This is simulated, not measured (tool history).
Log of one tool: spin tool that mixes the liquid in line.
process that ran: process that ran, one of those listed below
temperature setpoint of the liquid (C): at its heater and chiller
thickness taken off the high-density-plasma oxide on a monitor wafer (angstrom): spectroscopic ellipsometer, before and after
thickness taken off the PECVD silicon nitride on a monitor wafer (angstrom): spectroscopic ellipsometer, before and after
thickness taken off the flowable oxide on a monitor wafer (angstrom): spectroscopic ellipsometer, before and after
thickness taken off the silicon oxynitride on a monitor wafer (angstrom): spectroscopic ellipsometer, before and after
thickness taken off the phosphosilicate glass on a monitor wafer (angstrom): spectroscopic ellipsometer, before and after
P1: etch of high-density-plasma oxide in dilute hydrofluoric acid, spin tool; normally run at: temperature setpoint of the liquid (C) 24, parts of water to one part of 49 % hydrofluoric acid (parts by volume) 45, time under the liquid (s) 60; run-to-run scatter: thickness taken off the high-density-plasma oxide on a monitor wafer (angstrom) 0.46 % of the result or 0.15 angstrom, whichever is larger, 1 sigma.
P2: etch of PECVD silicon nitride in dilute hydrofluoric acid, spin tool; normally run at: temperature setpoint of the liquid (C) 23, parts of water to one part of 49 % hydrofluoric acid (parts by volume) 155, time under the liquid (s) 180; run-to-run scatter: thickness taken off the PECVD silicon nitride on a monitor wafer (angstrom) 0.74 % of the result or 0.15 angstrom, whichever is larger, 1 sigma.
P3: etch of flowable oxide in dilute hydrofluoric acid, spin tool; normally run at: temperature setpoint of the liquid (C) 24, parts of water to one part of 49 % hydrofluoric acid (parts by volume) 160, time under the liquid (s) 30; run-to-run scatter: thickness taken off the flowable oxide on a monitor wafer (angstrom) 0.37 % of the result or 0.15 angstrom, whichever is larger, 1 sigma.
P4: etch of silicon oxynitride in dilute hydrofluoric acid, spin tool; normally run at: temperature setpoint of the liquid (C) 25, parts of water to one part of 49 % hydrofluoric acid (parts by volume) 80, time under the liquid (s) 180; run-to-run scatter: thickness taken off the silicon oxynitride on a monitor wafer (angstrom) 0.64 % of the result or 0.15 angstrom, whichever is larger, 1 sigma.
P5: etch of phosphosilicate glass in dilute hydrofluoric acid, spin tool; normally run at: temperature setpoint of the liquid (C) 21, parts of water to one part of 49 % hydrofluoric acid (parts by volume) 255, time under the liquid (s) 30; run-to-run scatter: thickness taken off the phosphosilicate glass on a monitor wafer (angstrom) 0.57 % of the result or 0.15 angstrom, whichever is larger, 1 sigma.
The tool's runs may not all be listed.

run	hour	process that ran	temperature setpoint of the liquid (C)	parts of water to one part of 49 % hydrofluoric acid (parts by volume)	time under the liquid (s)	thickness taken off the high-density-plasma oxide on a monitor wafer (angstrom)	thickness taken off the PECVD silicon nitride on a monitor wafer (angstrom)	thickness taken off the flowable oxide on a monitor wafer (angstrom)	thickness taken off the silicon oxynitride on a monitor wafer (angstrom)	thickness taken off the phosphosilicate glass on a monitor wafer (angstrom)
1	5.2	P1	24	45	60	79.089				
2	11.9	P1	29	45	60	96.988				
3	17.2	P1	24	45	60	79.713				
4	24.8	P2	23	155	50		9.71			
5	28.9	P3	19.5	160	30			62.116		
6	35.4	P2	23	155	180		34.739			
7	40.2	P1	24	45	15	20.117				
8	45.9	P4	18	80	180				30.905	
9	52.6	P1	24	65	60	53.349				
10	56.5	P5	21	255	15					34.049
11	62.3	P5	21	255	30					66.986
12	69.2	P2	23	155	180		35.275			
13	74	P3	24	55	30			245.13		
14	80	P3	24	160	65			160.14		
15	84.4	P4	25	80	180				43.047	
16	91.7	P4	25	80	25				6.141	
17	99.9	P1	24	45	110	145.56				
18	104.9	P4	25	125	180				26.499	
# hour 110: hydrofluoric acid flow meter replaced
19	113	P2	23	90	180		59.207			
20	117.7	P1	24	45	60	78.765				
21	124.2	P5	21	255	30					67.755
22	130.2	P1	19.5	45	15	16.208				
23	135.9	P1	28	45	100	155.54				
24	143.8	P3	24	160	30			73.983		
25	152.4	P1	24	45	60	78.877				
26	159.3	P4	25	80	180				43.802	
27	167.9	P2	28.5	155	180		49.814			
28	171.8	P1	24	45	60	79.606				
29	179.4	P1	24	25	60	146.65				
30	185.2	P3	24	160	30			73.857		
31	191.8	P1	19	45	60	64.02				
32	196.9	P5	21	40	30					539.09
33	201.8	P5	26.5	255	30					81.915

Forecast run 34:
34	209.1	P1	24	45	60	?				

{"run 34": {"thickness taken off the high-density-plasma oxide on a monitor wafer (angstrom)": 79.256}}

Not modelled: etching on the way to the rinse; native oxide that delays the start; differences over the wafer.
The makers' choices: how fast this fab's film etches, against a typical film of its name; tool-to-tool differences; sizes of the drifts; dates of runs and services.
